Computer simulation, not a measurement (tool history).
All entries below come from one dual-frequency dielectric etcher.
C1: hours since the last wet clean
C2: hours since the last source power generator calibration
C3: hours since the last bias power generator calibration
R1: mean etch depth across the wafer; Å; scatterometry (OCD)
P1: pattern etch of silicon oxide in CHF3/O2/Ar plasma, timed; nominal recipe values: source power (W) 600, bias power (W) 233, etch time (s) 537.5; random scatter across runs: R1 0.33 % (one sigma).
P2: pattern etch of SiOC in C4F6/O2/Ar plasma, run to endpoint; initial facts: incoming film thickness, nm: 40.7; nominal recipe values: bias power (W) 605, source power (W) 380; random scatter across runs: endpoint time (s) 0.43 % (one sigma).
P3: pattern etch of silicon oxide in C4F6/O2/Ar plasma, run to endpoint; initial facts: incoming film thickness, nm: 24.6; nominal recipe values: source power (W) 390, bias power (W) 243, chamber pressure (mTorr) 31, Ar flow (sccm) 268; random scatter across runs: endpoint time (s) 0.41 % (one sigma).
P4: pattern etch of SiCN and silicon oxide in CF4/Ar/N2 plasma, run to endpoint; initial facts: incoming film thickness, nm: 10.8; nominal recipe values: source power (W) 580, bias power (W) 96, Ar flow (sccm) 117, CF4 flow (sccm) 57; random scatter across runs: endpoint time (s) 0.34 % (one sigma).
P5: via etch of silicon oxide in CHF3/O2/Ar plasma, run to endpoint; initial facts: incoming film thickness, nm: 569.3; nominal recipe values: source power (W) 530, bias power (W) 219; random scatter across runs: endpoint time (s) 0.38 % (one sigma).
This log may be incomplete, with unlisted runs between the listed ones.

Run 1, hour 11.0: process that ran P1, source power (W) 600, bias power (W) 233, etch time (s) 537.5; C1 394.3; C2 1358.0; C3 1997.8. Result: R1 11600.0 Å.
Run 2, hour 25.1: process that ran P1, source power (W) 600, bias power (W) 233, etch time (s) 537.5; C1 408.4; C2 1372.1; C3 2011.9. Result: R1 11528.0 Å.
Run 3, hour 37.2: process that ran P4, source power (W) 580, bias power (W) 114, Ar flow (sccm) 117, CF4 flow (sccm) 57; C1 420.5; C2 1384.2; C3 2024.0. Result: endpoint time (s) 9.1865.
Run 4, hour 49.7: process that ran P1, source power (W) 390, bias power (W) 233, etch time (s) 537.5; C1 433.0; C2 1396.7; C3 2036.5. Result: R1 9843.5 Å.
Run 5, hour 59.3: process that ran P3, source power (W) 390, bias power (W) 243, Ar flow (sccm) 268, chamber pressure (mTorr) 42; C1 442.6; C2 1406.3; C3 2046.1. Result: endpoint time (s) 7.0226.
Run 6, hour 75.2: process that ran P1, source power (W) 600, bias power (W) 233, etch time (s) 537.5; C1 458.5; C2 1422.2; C3 2062.0. Result: R1 11552.0 Å.
Run 7, hour 91.7: process that ran P5, source power (W) 530, bias power (W) 219; C1 475.0; C2 1438.7; C3 2078.5. Result: endpoint time (s) 274.8300.
Run 8, hour 102.8: process that ran P1, source power (W) 600, bias power (W) 233, etch time (s) 537.5; C1 486.1; C2 1449.8; C3 2089.6. Result: R1 11576.0 Å.
Run 9, hour 116.2: process that ran P2, source power (W) 380, bias power (W) 605; C1 499.5; C2 1463.2; C3 2103.0. Result: endpoint time (s) 12.7520.
Run 10, hour 130.1: process that ran P4, source power (W) 580, bias power (W) 96, Ar flow (sccm) 165, CF4 flow (sccm) 57; C1 513.4; C2 1477.1; C3 2116.9. Result: endpoint time (s) 10.2770.
Run 11, hour 144.6: process that ran P4, source power (W) 790, bias power (W) 96, Ar flow (sccm) 117, CF4 flow (sccm) 57; C1 527.9; C2 1491.6; C3 2131.4. Result: endpoint time (s) 7.4955.
Run 12, hour 159.7: process that ran P4, source power (W) 580, bias power (W) 96, Ar flow (sccm) 117, CF4 flow (sccm) 57; C1 543.0; C2 1506.7; C3 2146.5. Result: endpoint time (s) 9.7462.
Run 13, hour 172.5: process that ran P2, source power (W) 540, bias power (W) 605; C1 555.8; C2 1519.5; C3 2159.3. Result: endpoint time (s) 11.0990.
Run 14, hour 179.9: process that ran P4, source power (W) 580, bias power (W) 96, Ar flow (sccm) 117, CF4 flow (sccm) 35; C1 563.2; C2 1526.9; C3 2166.7. Result: endpoint time (s) 10.5240.
Run 15, hour 190.1: process that ran P1, source power (W) 730, bias power (W) 233, etch time (s) 537.5; C1 573.4; C2 1537.1; C3 2176.9. Result: R1 12416.0 Å.
Run 16, hour 198.7: process that ran P3, source power (W) 260, bias power (W) 243, Ar flow (sccm) 268, chamber pressure (mTorr) 31; C1 582.0; C2 1545.7; C3 2185.5. Result: endpoint time (s) 7.9208.
Run 17, hour 215.0: process that ran P1, source power (W) 600, bias power (W) 233, etch time (s) 537.5; C1 598.3; C2 1562.0; C3 2201.8. Result: R1 11547.0 Å.
Run 18, hour 226.2: process that ran P3, source power (W) 390, bias power (W) 183, Ar flow (sccm) 268, chamber pressure (mTorr) 31; C1 609.5; C2 1573.2; C3 2213.0. Result: endpoint time (s) 7.4181.
Run 19, hour 236.5: process that ran P2, source power (W) 380, bias power (W) 467; C1 619.8; C2 1583.5; C3 2223.3. Result: endpoint time (s) 13.9360.
Run 20, hour 250.6: process that ran P5, source power (W) 530, bias power (W) 219; C1 633.9; C2 1597.6; C3 2237.4. Result: endpoint time (s) 273.9000.
Run 21, hour 259.5: process that ran P5, source power (W) 530, bias power (W) 170; C1 642.8; C2 1606.5; C3 2246.3. Result: endpoint time (s) 299.3100.
Run 22, hour 275.5: process that ran P1, source power (W) 600, bias power (W) 300, etch time (s) 537.5; C1 658.8; C2 1622.5; C3 2262.3. Result: R1 12629.0 Å.
Run 23, hour 283.4: process that ran P1, source power (W) 600, bias power (W) 285, etch time (s) 308.0; C1 666.7; C2 1630.4; C3 2270.2. Result: R1 7064.4 Å.
Run 24, hour 293.5: process that ran P1, source power (W) 600, bias power (W) 233, etch time (s) 309.0; C1 676.8; C2 1640.5; C3 2280.3. Result: R1 6622.4 Å.
Run 25, hour 303.8: process that ran P1, source power (W) 600, bias power (W) 233, etch time (s) 733.0; C1 687.1; C2 1650.8; C3 2290.6. Result: R1 15756.0 Å.
Run 26, hour 312.3: process that ran P3, source power (W) 390, bias power (W) 243, Ar flow (sccm) 268, chamber pressure (mTorr) 31; C1 695.6; C2 1659.3; C3 2299.1. Result: endpoint time (s) 6.8281.

Predict the results of run 27:
Run 27, hour 319.7: process that ran P5, source power (W) 630, bias power (W) 219; C1 703.0; C2 1666.7; C3 2306.5. Result: endpoint time (s) ?.

endpoint time (s): 256.9400
